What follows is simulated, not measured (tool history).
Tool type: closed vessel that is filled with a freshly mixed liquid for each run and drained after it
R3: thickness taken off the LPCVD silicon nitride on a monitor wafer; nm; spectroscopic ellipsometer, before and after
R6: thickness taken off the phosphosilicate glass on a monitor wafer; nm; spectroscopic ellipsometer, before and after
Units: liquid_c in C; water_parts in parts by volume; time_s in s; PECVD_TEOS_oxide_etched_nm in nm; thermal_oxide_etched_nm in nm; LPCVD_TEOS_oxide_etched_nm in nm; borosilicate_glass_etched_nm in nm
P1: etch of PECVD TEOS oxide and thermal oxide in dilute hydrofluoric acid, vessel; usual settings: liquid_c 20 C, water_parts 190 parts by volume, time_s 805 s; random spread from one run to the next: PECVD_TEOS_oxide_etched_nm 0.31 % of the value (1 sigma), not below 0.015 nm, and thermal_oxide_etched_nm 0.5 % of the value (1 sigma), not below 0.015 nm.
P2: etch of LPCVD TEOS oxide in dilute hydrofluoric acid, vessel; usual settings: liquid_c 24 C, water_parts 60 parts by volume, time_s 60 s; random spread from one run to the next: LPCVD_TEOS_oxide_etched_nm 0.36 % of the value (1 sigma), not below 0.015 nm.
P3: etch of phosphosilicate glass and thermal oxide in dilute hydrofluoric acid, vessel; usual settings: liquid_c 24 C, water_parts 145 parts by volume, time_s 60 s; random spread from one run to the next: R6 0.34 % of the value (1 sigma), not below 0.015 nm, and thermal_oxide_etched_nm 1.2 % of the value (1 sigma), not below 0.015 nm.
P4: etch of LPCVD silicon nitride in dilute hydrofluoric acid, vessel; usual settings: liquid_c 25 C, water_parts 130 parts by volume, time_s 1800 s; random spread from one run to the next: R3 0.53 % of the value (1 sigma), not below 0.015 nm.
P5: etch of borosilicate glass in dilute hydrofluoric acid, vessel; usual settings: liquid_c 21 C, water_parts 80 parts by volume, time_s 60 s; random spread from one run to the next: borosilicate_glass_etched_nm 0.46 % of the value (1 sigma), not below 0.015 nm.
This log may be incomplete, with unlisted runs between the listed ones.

{"run": 1, "day": 0.55, "process": "P1", "liquid_c": 20, "water_parts": 190, "time_s": 805, "PECVD_TEOS_oxide_etched_nm": 40.849, "thermal_oxide_etched_nm": 14.648}
{"run": 2, "day": 1.042, "process": "P4", "liquid_c": 25, "water_parts": 130, "time_s": 1800, "R3": 7.4521}
{"run": 3, "day": 1.433, "process": "P4", "liquid_c": 18, "water_parts": 130, "time_s": 1800, "R3": 4.7525}
{"run": 4, "day": 1.804, "process": "P4", "liquid_c": 25, "water_parts": 25, "time_s": 1800, "R3": 37.67}
{"run": 5, "day": 2.417, "process": "P2", "liquid_c": 24, "water_parts": 85, "time_s": 60, "LPCVD_TEOS_oxide_etched_nm": 39.025}
{"run": 6, "day": 2.896, "process": "P1", "liquid_c": 20, "water_parts": 190, "time_s": 805, "PECVD_TEOS_oxide_etched_nm": 41.218, "thermal_oxide_etched_nm": 14.882}
{"run": 7, "day": 3.317, "process": "P1", "liquid_c": 20, "water_parts": 190, "time_s": 295, "PECVD_TEOS_oxide_etched_nm": 15.145, "thermal_oxide_etched_nm": 5.3917}
{"run": 8, "day": 3.646, "process": "P1", "liquid_c": 20, "water_parts": 190, "time_s": 805, "PECVD_TEOS_oxide_etched_nm": 40.976, "thermal_oxide_etched_nm": 14.767}
{"run": 9, "day": 4.133, "process": "P4", "liquid_c": 25, "water_parts": 130, "time_s": 2720, "R3": 11.256}
{"run": 10, "day": 4.667, "process": "P1", "liquid_c": 17, "water_parts": 270, "time_s": 805, "PECVD_TEOS_oxide_etched_nm": 23.858, "thermal_oxide_etched_nm": 8.5642}
{"run": 11, "day": 5.125, "process": "P1", "liquid_c": 20, "water_parts": 190, "time_s": 1565, "PECVD_TEOS_oxide_etched_nm": 80.164, "thermal_oxide_etched_nm": 28.916}
{"run": 12, "day": 5.708, "process": "P2", "liquid_c": 31, "water_parts": 60, "time_s": 60, "LPCVD_TEOS_oxide_etched_nm": 75.483}
{"run": 13, "day": 6.117, "process": "P5", "liquid_c": 29.5, "water_parts": 80, "time_s": 60, "borosilicate_glass_etched_nm": 28.369}
{"run": 14, "day": 6.462, "process": "P5", "liquid_c": 21, "water_parts": 80, "time_s": 60, "borosilicate_glass_etched_nm": 20.096}
{"run": 15, "day": 6.821, "process": "P5", "liquid_c": 21, "water_parts": 135, "time_s": 60, "borosilicate_glass_etched_nm": 11.167}
{"run": 16, "day": 7.383, "process": "P1", "liquid_c": 20, "water_parts": 45, "time_s": 805, "PECVD_TEOS_oxide_etched_nm": 203.12, "thermal_oxide_etched_nm": 73.235}
{"run": 17, "day": 7.762, "process": "P3", "liquid_c": 24, "water_parts": 215, "time_s": 60, "thermal_oxide_etched_nm": 1.1699, "R6": 30.151}
{"run": 18, "day": 8.192, "process": "P1", "liquid_c": 26.5, "water_parts": 75, "time_s": 805, "PECVD_TEOS_oxide_etched_nm": 152.97, "thermal_oxide_etched_nm": 55.742}
{"run": 19, "day": 8.817, "process": "P1", "liquid_c": 20, "water_parts": 330, "time_s": 805, "PECVD_TEOS_oxide_etched_nm": 20.703, "thermal_oxide_etched_nm": 7.524}
{"run": 20, "day": 9.371, "process": "P4", "liquid_c": 25, "water_parts": 130, "time_s": 1800, "R3": 7.3848}
{"run": 21, "day": 9.825, "process": "P1", "liquid_c": 20, "water_parts": 190, "time_s": 805, "PECVD_TEOS_oxide_etched_nm": 41.141, "thermal_oxide_etched_nm": 14.789}
{"run": 22, "day": 10.408, "process": "P3", "liquid_c": 24, "water_parts": 145, "time_s": 60, "thermal_oxide_etched_nm": 1.9103, "R6": 48.087}
{"run": 23, "day": 10.696, "process": "P1", "liquid_c": 17, "water_parts": 190, "time_s": 805, "PECVD_TEOS_oxide_etched_nm": 36.521, "thermal_oxide_etched_nm": 13.028}
{"run": 24, "day": 11.046, "process": "P2", "liquid_c": 24, "water_parts": 60, "time_s": 60, "LPCVD_TEOS_oxide_etched_nm": 57.014}
{"run": 25, "day": 11.5, "process": "P1", "liquid_c": 20, "water_parts": 190, "time_s": 805, "PECVD_TEOS_oxide_etched_nm": 41.066, "thermal_oxide_etched_nm": 14.796}
{"run": 26, "day": 12.058, "process": "P1", "liquid_c": 20, "water_parts": 190, "time_s": 805, "PECVD_TEOS_oxide_etched_nm": 41.135, "thermal_oxide_etched_nm": 14.815}
{"run": 27, "day": 12.562, "process": "P5", "liquid_c": 21, "water_parts": 80, "time_s": 30, "borosilicate_glass_etched_nm": 10.106}
{"run": 28, "day": 13.125, "process": "P2", "liquid_c": 24, "water_parts": 60, "time_s": 85, "LPCVD_TEOS_oxide_etched_nm": 80.509}
{"run": 29, "day": 13.625, "process": "P1", "liquid_c": 26.5, "water_parts": 190, "time_s": 805, "PECVD_TEOS_oxide_etched_nm": 52.573, "thermal_oxide_etched_nm": 18.838}
{"run": 30, "day": 14.225, "process": "P3", "liquid_c": 30.5, "water_parts": 145, "time_s": 60, "thermal_oxide_etched_nm": 2.4011, "R6": 61.412}
{"run": 31, "day": 14.512, "process": "P5", "liquid_c": 21, "water_parts": 80, "time_s": 60, "borosilicate_glass_etched_nm": 20.138}
{"run": 32, "day": 14.954, "process": "P2", "liquid_c": 24, "water_parts": 60, "time_s": 60, "LPCVD_TEOS_oxide_etched_nm": 56.973}
{"run": 33, "day": 15.517, "process": "P3", "liquid_c": 24, "water_parts": 145, "time_s": 30, "thermal_oxide_etched_nm": 0.91897, "R6": 24.122}
{"run": 34, "day": 15.896, "process": "P1", "liquid_c": 20, "water_parts": 190, "time_s": 805, "PECVD_TEOS_oxide_etched_nm": 41.358, "thermal_oxide_etched_nm": 14.788}
{"run": 35, "day": 16.412, "process": "P1", "liquid_c": 20, "water_parts": 190, "time_s": 805, "PECVD_TEOS_oxide_etched_nm": 43.557, "thermal_oxide_etched_nm": 15.487}

What does the tool deliver on the next run?
{"run": 36, "day": 16.733, "process": "P1", "liquid_c": 20, "water_parts": 190, "time_s": 805, "PECVD_TEOS_oxide_etched_nm": "?", "thermal_oxide_etched_nm": "?"}

For run 36 the tool returned PECVD_TEOS_oxide_etched_nm 44.357 nm, thermal_oxide_etched_nm 15.8 nm.
